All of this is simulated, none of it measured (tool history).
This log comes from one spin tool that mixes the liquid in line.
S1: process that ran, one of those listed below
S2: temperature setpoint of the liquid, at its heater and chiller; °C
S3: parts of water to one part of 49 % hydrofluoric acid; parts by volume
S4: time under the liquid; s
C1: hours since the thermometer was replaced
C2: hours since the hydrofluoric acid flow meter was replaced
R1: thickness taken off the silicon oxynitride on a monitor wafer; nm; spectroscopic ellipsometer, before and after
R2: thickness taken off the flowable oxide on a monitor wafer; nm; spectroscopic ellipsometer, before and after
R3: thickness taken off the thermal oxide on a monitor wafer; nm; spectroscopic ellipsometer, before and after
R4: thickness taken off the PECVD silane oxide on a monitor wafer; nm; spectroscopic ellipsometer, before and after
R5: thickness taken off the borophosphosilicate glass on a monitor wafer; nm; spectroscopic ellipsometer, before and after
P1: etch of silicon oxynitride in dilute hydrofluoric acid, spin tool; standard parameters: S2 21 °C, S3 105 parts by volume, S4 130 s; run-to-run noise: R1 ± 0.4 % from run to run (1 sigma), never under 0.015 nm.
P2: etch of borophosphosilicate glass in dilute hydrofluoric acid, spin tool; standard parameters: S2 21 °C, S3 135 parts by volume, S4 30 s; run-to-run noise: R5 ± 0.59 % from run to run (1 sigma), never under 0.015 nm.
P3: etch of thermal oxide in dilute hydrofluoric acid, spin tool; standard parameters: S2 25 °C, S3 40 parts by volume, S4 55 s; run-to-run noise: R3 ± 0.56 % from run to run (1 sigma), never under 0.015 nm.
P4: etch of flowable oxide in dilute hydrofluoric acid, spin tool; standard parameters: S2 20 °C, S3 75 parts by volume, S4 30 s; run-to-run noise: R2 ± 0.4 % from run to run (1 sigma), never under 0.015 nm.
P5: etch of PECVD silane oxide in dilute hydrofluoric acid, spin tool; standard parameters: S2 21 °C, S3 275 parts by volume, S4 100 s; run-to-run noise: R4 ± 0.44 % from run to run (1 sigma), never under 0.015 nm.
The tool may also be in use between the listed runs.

| run | hour | S1 | S2 | S3 | S4 | C1 | C2 | R1 | R2 | R3 | R4 | R5 |
|---|---|---|---|---|---|---|---|---|---|---|---|---|
| 1 | 5.7 | P1 | 21 | 105 | 130 | 766.9 | 1342.8 | 5.0482 |  |  |  |  |
| 2 | 18.1 | P1 | 21 | 30 | 130 | 779.3 | 1355.2 | 18.872 |  |  |  |  |
| 3 | 26.5 | P4 | 20 | 75 | 30 | 787.7 | 1363.6 |  | 15.495 |  |  |  |
| 4 | 36.5 | P1 | 21 | 105 | 130 | 797.7 | 1373.6 | 5.0724 |  |  |  |  |
| 5 | 45.6 | P1 | 21 | 105 | 130 | 806.8 | 1382.7 | 5.0995 |  |  |  |  |
|  | 48.2 | thermometer replaced |
| 6 | 53 | P4 | 20 | 75 | 30 | 4.9 | 1390.1 |  | 15.462 |  |  |  |
| 7 | 59.7 | P1 | 21 | 105 | 130 | 11.6 | 1396.8 | 5.1214 |  |  |  |  |
| 8 | 65.3 | P3 | 25 | 40 | 55 | 17.2 | 1402.4 |  |  | 6.7398 |  |  |
|  | 77.2 | hydrofluoric acid flow meter replaced |
| 9 | 77.3 | P5 | 21 | 275 | 15 | 29.2 | 0.2 |  |  |  | 1.536 |  |
| 10 | 87 | P2 | 21 | 135 | 15 | 38.9 | 9.9 |  |  |  |  | 2.8288 |
| 11 | 98.5 | P1 | 21 | 105 | 130 | 50.4 | 21.4 | 5.0451 |  |  |  |  |
| 12 | 106.1 | P5 | 28.5 | 275 | 100 | 58 | 29 |  |  |  | 13.28 |  |
| 13 | 113.9 | P4 | 20 | 75 | 60 | 65.8 | 36.8 |  | 31.443 |  |  |  |
| 14 | 120.1 | P2 | 21 | 135 | 30 | 72 | 43 |  |  |  |  | 5.7361 |
| 15 | 132.4 | P5 | 21 | 275 | 100 | 84.3 | 55.3 |  |  |  | 10.158 |  |
| 16 | 140.9 | P2 | 17 | 135 | 30 | 92.8 | 63.8 |  |  |  |  | 4.8342 |
| 17 | 150.7 | P1 | 28.5 | 105 | 130 | 102.6 | 73.6 | 7.154 |  |  |  |  |
| 18 | 162.9 | P5 | 21 | 395 | 100 | 114.8 | 85.8 |  |  |  | 6.419 |  |
| 19 | 173.9 | P1 | 21 | 105 | 40 | 125.8 | 96.8 | 1.547 |  |  |  |  |
| 20 | 179.4 | P3 | 25 | 75 | 55 | 131.3 | 102.3 |  |  | 3.4008 |  |  |
| 21 | 186.3 | P4 | 20 | 20 | 30 | 138.2 | 109.2 |  | 62.362 |  |  |  |
| 22 | 191.8 | P3 | 25 | 40 | 55 | 143.7 | 114.7 |  |  | 6.7275 |  |  |
| 23 | 204 | P2 | 21 | 135 | 30 | 155.9 | 126.9 |  |  |  |  | 5.7055 |
| 24 | 214.3 | P3 | 25 | 40 | 110 | 166.2 | 137.2 |  |  | 13.591 |  |  |
| 25 | 223.2 | P1 | 17 | 105 | 130 | 175.1 | 146.1 | 4.1734 |  |  |  |  |
| 26 | 233.3 | P1 | 21 | 105 | 130 | 185.2 | 156.2 | 5.0577 |  |  |  |  |
| 27 | 244.8 | P1 | 21 | 105 | 130 | 196.7 | 167.7 | 5.133 |  |  |  |  |
| 28 | 255.1 | P4 | 17 | 75 | 30 | 207 | 178 |  | 13.714 |  |  |  |
| 29 | 264.2 | P1 | 21 | 105 | 240 | 216.1 | 187.1 | 9.3599 |  |  |  |  |
| 30 | 271 | P1 | 25 | 105 | 245 | 222.9 | 193.9 | 11.527 |  |  |  |  |
| 31 | 281.8 | P3 | 18 | 40 | 55 | 233.7 | 204.7 |  |  | 5.0514 |  |  |
| 32 | 287.9 | P2 | 21 | 20 | 30 | 239.8 | 210.8 |  |  |  |  | 44.126 |
| 33 | 295.2 | P1 | 21 | 175 | 130 | 247.1 | 218.1 | 2.9341 |  |  |  |  |
| 34 | 304 | P1 | 21 | 105 | 130 | 255.9 | 226.9 | 5.0916 |  |  |  |  |
| 35 | 315.5 | P1 | 21 | 105 | 130 | 267.4 | 238.4 | 5.4056 |  |  |  |  |
| 36 | 324.6 | P1 | 21 | 105 | 130 | 276.5 | 247.5 | 5.5818 |  |  |  |  |
| 37 | 330.6 | P1 | 21 | 105 | 130 | 282.5 | 253.5 | 5.604 |  |  |  |  |
| 38 | 342.7 | P1 | 21 | 105 | 130 | 294.6 | 265.6 | 5.6834 |  |  |  |  |
| 39 | 348.2 | P1 | 21 | 105 | 130 | 300.1 | 271.1 | 5.6402 |  |  |  |  |
| 40 | 356 | P1 | 21 | 105 | 130 | 307.9 | 278.9 | 5.7141 |  |  |  |  |
| 41 | 362.2 | P1 | 21 | 105 | 130 | 314.1 | 285.1 | 5.6885 |  |  |  |  |

The output of P1 has drifted from where it used to be. Each of the 2 causes below, taken at the size shown beside it, accounts for the log equally well:
A: hydrofluoric acid flow above the setpoint (%) = 11.1
B: liquid hotter than its thermometer reads (K) = 2.37
The creep began at about hour 304.

Question marks stand in for the results of the 4 check runs listed below, each run on one wafer. Under which run would the listed causes show clearly different results?
| check 1 | 368.4 | P4 | 20 | 20 | 55 |  |  |  | ? |  |  |  |
| check 2 | 368.4 | P2 | 17 | 45 | 30 |  |  |  |  |  |  | ? |
| check 3 | 368.4 | P3 | 18 | 40 | 55 |  |  |  |  | ? |  |  |
| check 4 | 368.4 | P5 | 21 | 275 | 50 |  |  |  |  |  | ? |  |

If the cause were each of the candidates in turn, the checks would give the following:
| check | result | if A | if B |
|---|---|---|---|
| check 1 | R2 | 127.36 | 126.64 |
| check 2 | R5 | 17.882 | 17.741 |
| check 3 | R3 | 5.6075 | 5.5632 |
| check 4 | R4 | 5.8234 | 5.5627 |
Minimum pairwise separation of causes per check, each pair taken at its best-separating result: check 1 0.57 %; check 2 0.79 %; check 3 0.79 %; check 4 4.58 %
Check 4 tells the causes apart: in the others they would give nearly the same result.

Check 4 was carried out, with these results: R4 5.7907 nm. Which of the listed causes is responsible?

A is the cause: hydrofluoric acid flow above the setpoint (%).

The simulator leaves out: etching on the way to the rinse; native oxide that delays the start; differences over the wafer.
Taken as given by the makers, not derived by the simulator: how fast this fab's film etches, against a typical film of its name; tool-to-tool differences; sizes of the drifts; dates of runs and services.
